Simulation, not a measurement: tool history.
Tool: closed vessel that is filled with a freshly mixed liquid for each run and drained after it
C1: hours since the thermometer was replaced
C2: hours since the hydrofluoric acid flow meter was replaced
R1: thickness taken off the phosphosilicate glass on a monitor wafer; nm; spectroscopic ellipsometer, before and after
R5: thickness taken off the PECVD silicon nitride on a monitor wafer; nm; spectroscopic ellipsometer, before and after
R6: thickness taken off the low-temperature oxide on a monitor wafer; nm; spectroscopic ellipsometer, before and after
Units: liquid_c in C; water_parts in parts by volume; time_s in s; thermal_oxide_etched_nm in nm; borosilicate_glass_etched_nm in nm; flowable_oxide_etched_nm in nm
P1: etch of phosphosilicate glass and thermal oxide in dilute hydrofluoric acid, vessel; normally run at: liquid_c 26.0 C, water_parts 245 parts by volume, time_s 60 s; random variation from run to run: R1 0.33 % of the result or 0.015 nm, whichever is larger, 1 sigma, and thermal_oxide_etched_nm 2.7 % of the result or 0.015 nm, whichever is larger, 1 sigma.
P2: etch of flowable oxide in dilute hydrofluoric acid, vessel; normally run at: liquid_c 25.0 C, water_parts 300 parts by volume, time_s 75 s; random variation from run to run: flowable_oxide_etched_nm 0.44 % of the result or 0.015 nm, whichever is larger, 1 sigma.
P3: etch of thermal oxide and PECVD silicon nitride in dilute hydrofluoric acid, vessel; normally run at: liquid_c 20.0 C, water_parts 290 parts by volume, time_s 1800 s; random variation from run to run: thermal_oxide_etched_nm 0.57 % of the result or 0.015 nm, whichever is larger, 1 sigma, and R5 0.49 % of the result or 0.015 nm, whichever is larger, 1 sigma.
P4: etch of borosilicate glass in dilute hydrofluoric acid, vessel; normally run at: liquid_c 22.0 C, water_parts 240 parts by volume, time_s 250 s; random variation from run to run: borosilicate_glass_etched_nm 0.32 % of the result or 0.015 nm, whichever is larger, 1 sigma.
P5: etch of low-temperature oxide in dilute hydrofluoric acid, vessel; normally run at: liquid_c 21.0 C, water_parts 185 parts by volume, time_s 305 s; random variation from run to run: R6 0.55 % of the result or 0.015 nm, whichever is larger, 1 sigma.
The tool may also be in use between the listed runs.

{"run": 1, "hour": 9.8, "process": "P1", "liquid_c": 26.0, "water_parts": 245, "time_s": 60, "C1": 368.1, "C2": 662.2, "R1": 22.556, "thermal_oxide_etched_nm": 0.99509}
{"run": 2, "hour": 22.5, "process": "P1", "liquid_c": 26.0, "water_parts": 245, "time_s": 30, "C1": 380.8, "C2": 674.9, "R1": 11.267, "thermal_oxide_etched_nm": 0.51236}
{"run": 3, "hour": 37.0, "process": "P1", "liquid_c": 26.0, "water_parts": 245, "time_s": 60, "C1": 395.3, "C2": 689.4, "R1": 22.428, "thermal_oxide_etched_nm": 1.0402}
{"run": 4, "hour": 48.6, "process": "P4", "liquid_c": 22.0, "water_parts": 360, "time_s": 250, "C1": 406.9, "C2": 701.0, "borosilicate_glass_etched_nm": 12.187}
{"run": 5, "hour": 57.5, "process": "P2", "liquid_c": 25.0, "water_parts": 525, "time_s": 75, "C1": 415.8, "C2": 709.9, "flowable_oxide_etched_nm": 4.4536}
{"run": 6, "hour": 66.8, "process": "P1", "liquid_c": 26.0, "water_parts": 355, "time_s": 60, "C1": 425.1, "C2": 719.2, "R1": 13.918, "thermal_oxide_etched_nm": 0.60413}
{"run": 7, "hour": 78.1, "process": "P1", "liquid_c": 19.0, "water_parts": 415, "time_s": 60, "C1": 436.4, "C2": 730.5, "R1": 8.9293, "thermal_oxide_etched_nm": 0.43318}
{"run": 8, "hour": 88.9, "process": "P2", "liquid_c": 25.0, "water_parts": 300, "time_s": 75, "C1": 447.2, "C2": 741.3, "flowable_oxide_etched_nm": 9.5887}
{"run": 9, "hour": 97.3, "process": "P1", "liquid_c": 26.0, "water_parts": 85, "time_s": 60, "C1": 455.6, "C2": 749.7, "R1": 78.517, "thermal_oxide_etched_nm": 3.6019}
{"run": 10, "hour": 111.6, "process": "P4", "liquid_c": 30.0, "water_parts": 240, "time_s": 250, "C1": 469.9, "C2": 764.0, "borosilicate_glass_etched_nm": 26.947}
{"run": 11, "hour": 123.2, "process": "P4", "liquid_c": 22.0, "water_parts": 240, "time_s": 250, "C1": 481.5, "C2": 775.6, "borosilicate_glass_etched_nm": 20.403}
{"run": 12, "hour": 137.7, "process": "P3", "liquid_c": 20.0, "water_parts": 290, "time_s": 65, "C1": 496.0, "C2": 790.1, "thermal_oxide_etched_nm": 0.71098, "R5": 0.56236}
{"run": 13, "hour": 145.5, "process": "P4", "liquid_c": 22.0, "water_parts": 240, "time_s": 410, "C1": 503.8, "C2": 797.9, "borosilicate_glass_etched_nm": 33.386}
{"run": 14, "hour": 158.6, "process": "P2", "liquid_c": 25.0, "water_parts": 300, "time_s": 30, "C1": 516.9, "C2": 811.0, "flowable_oxide_etched_nm": 3.8454}
{"run": 15, "hour": 167.7, "process": "P5", "liquid_c": 21.0, "water_parts": 70, "time_s": 305, "C1": 526.0, "C2": 820.1, "R6": 56.511}
{"run": 16, "hour": 175.9, "process": "P2", "liquid_c": 25.0, "water_parts": 300, "time_s": 75, "C1": 534.2, "C2": 828.3, "flowable_oxide_etched_nm": 9.5816}
{"run": 17, "hour": 190.7, "process": "P3", "liquid_c": 28.5, "water_parts": 290, "time_s": 1800, "C1": 549.0, "C2": 843.1, "thermal_oxide_etched_nm": 26.735, "R5": 25.715}
{"run": 18, "hour": 205.1, "process": "P1", "liquid_c": 21.5, "water_parts": 245, "time_s": 60, "C1": 563.4, "C2": 857.5, "R1": 19.051, "thermal_oxide_etched_nm": 0.88927}
{"run": 19, "hour": 213.4, "process": "P5", "liquid_c": 26.0, "water_parts": 185, "time_s": 305, "C1": 571.7, "C2": 865.8, "R6": 22.855}
{"run": 20, "hour": 227.0, "process": "P5", "liquid_c": 21.0, "water_parts": 185, "time_s": 610, "C1": 585.3, "C2": 879.4, "R6": 38.227}
{"run": 21, "hour": 236.0, "process": "P1", "liquid_c": 26.0, "water_parts": 245, "time_s": 60, "C1": 594.3, "C2": 888.4, "R1": 22.494, "thermal_oxide_etched_nm": 1.0243}
{"run": 22, "hour": 246.4, "process": "P5", "liquid_c": 21.0, "water_parts": 185, "time_s": 305, "C1": 604.7, "C2": 898.8, "R6": 18.997}
{"run": 23, "hour": 258.2, "process": "P1", "liquid_c": 26.0, "water_parts": 245, "time_s": 60, "C1": 616.5, "C2": 910.6, "R1": 22.494, "thermal_oxide_etched_nm": 0.99239}
{"run": 24, "hour": 269.6, "process": "P1", "liquid_c": 26.0, "water_parts": 245, "time_s": 120, "C1": 627.9, "C2": 922.0, "R1": 44.949, "thermal_oxide_etched_nm": 2.0048}
{"run": 25, "hour": 280.9, "process": "P1", "liquid_c": 32.0, "water_parts": 245, "time_s": 60, "C1": 639.2, "C2": 933.3, "R1": 27.489, "thermal_oxide_etched_nm": 1.2271}
{"run": 26, "hour": 288.2, "process": "P2", "liquid_c": 17.0, "water_parts": 300, "time_s": 75, "C1": 646.5, "C2": 940.6, "flowable_oxide_etched_nm": 7.1902}
{"run": 27, "hour": 303.6, "process": "P3", "liquid_c": 20.0, "water_parts": 180, "time_s": 1800, "C1": 661.9, "C2": 956.0, "thermal_oxide_etched_nm": 35.452, "R5": 24.504}
{"run": 28, "hour": 314.2, "process": "P3", "liquid_c": 20.0, "water_parts": 290, "time_s": 1800, "C1": 672.5, "C2": 966.6, "thermal_oxide_etched_nm": 19.809, "R5": 15.317}
{"run": 29, "hour": 328.9, "process": "P3", "liquid_c": 20.0, "water_parts": 290, "time_s": 1800, "C1": 687.2, "C2": 981.3, "thermal_oxide_etched_nm": 20.094, "R5": 15.287}
{"run": 30, "hour": 341.0, "process": "P1", "liquid_c": 26.0, "water_parts": 245, "time_s": 60, "C1": 699.3, "C2": 993.4, "R1": 22.432, "thermal_oxide_etched_nm": 1.0381}
{"run": 31, "hour": 353.0, "process": "P1", "liquid_c": 26.0, "water_parts": 245, "time_s": 60, "C1": 711.3, "C2": 1005.4, "R1": 22.906, "thermal_oxide_etched_nm": 1.0221}
{"run": 32, "hour": 365.0, "process": "P1", "liquid_c": 26.0, "water_parts": 245, "time_s": 60, "C1": 723.3, "C2": 1017.4, "R1": 23.3, "thermal_oxide_etched_nm": 1.1055}
{"run": 33, "hour": 374.6, "process": "P1", "liquid_c": 26.0, "water_parts": 245, "time_s": 60, "C1": 732.9, "C2": 1027.0, "R1": 23.446, "thermal_oxide_etched_nm": 1.0876}
{"run": 34, "hour": 388.5, "process": "P1", "liquid_c": 26.0, "water_parts": 245, "time_s": 60, "C1": 746.8, "C2": 1040.9, "R1": 23.565, "thermal_oxide_etched_nm": 1.0823}
{"run": 35, "hour": 403.9, "process": "P1", "liquid_c": 26.0, "water_parts": 245, "time_s": 60, "C1": 762.2, "C2": 1056.3, "R1": 23.859, "thermal_oxide_etched_nm": 1.0501}
{"run": 36, "hour": 412.7, "process": "P1", "liquid_c": 26.0, "water_parts": 245, "time_s": 60, "C1": 771.0, "C2": 1065.1, "R1": 23.793, "thermal_oxide_etched_nm": 1.0734}
{"run": 37, "hour": 425.3, "process": "P1", "liquid_c": 26.0, "water_parts": 245, "time_s": 60, "C1": 783.6, "C2": 1077.7, "R1": 23.893, "thermal_oxide_etched_nm": 1.1131}
{"run": 38, "hour": 438.6, "process": "P1", "liquid_c": 26.0, "water_parts": 245, "time_s": 60, "C1": 796.9, "C2": 1091.0, "R1": 24.013, "thermal_oxide_etched_nm": 1.1241}
{"run": 39, "hour": 449.2, "process": "P1", "liquid_c": 26.0, "water_parts": 245, "time_s": 60, "C1": 807.5, "C2": 1101.6, "R1": 23.91, "thermal_oxide_etched_nm": 1.0365}

What P1 gives has crept away from where it was. These 2 causes fit the log equally well, each at the size given:
A: hydrofluoric acid flow above the setpoint (%) = 5.14
B: liquid hotter than its thermometer reads (K) = 1.82
The creep began at about hour 341.0.

4 check runs are offered, one wafer each, their results left as question marks. Which one tells the causes apart?
{"run": "check 1", "hour": 459.8, "process": "P2", "liquid_c": 19.0, "water_parts": 485, "time_s": 75, "flowable_oxide_etched_nm": "?"}
{"run": "check 2", "hour": 459.8, "process": "P5", "liquid_c": 26.0, "water_parts": 185, "time_s": 585, "R6": "?"}
{"run": "check 3", "hour": 459.8, "process": "P4", "liquid_c": 29.5, "water_parts": 240, "time_s": 365, "borosilicate_glass_etched_nm": "?"}
{"run": "check 4", "hour": 459.8, "process": "P3", "liquid_c": 20.0, "water_parts": 290, "time_s": 1140, "thermal_oxide_etched_nm": "?", "R5": "?"}

What each check would give under each cause:
check=check_1 result=flowable_oxide_etched_nm if_A=4.4075 if_B=4.3739
check=check_2 result=R6 if_A=46.913 if_B=47.164
check=check_3 result=borosilicate_glass_etched_nm if_A=41.290 if_B=41.165
check=check_4 result=thermal_oxide_etched_nm if_A=13.44900 if_B=13.49100
check=check_4 result=R5 if_A=10.19600 if_B=10.89600
How far apart the two closest causes lie, in the result that separates them most: check 1 0.77 %; check 2 0.53 %; check 3 0.3 %; check 4 6.64 %
Check 4 tells the causes apart: in the others they would give nearly the same result.

Then check 4 was run and gave: thermal_oxide_etched_nm 13.41800 nm; R5 10.21400 nm. Which cause is it?

It is A: hydrofluoric acid flow above the setpoint (%).
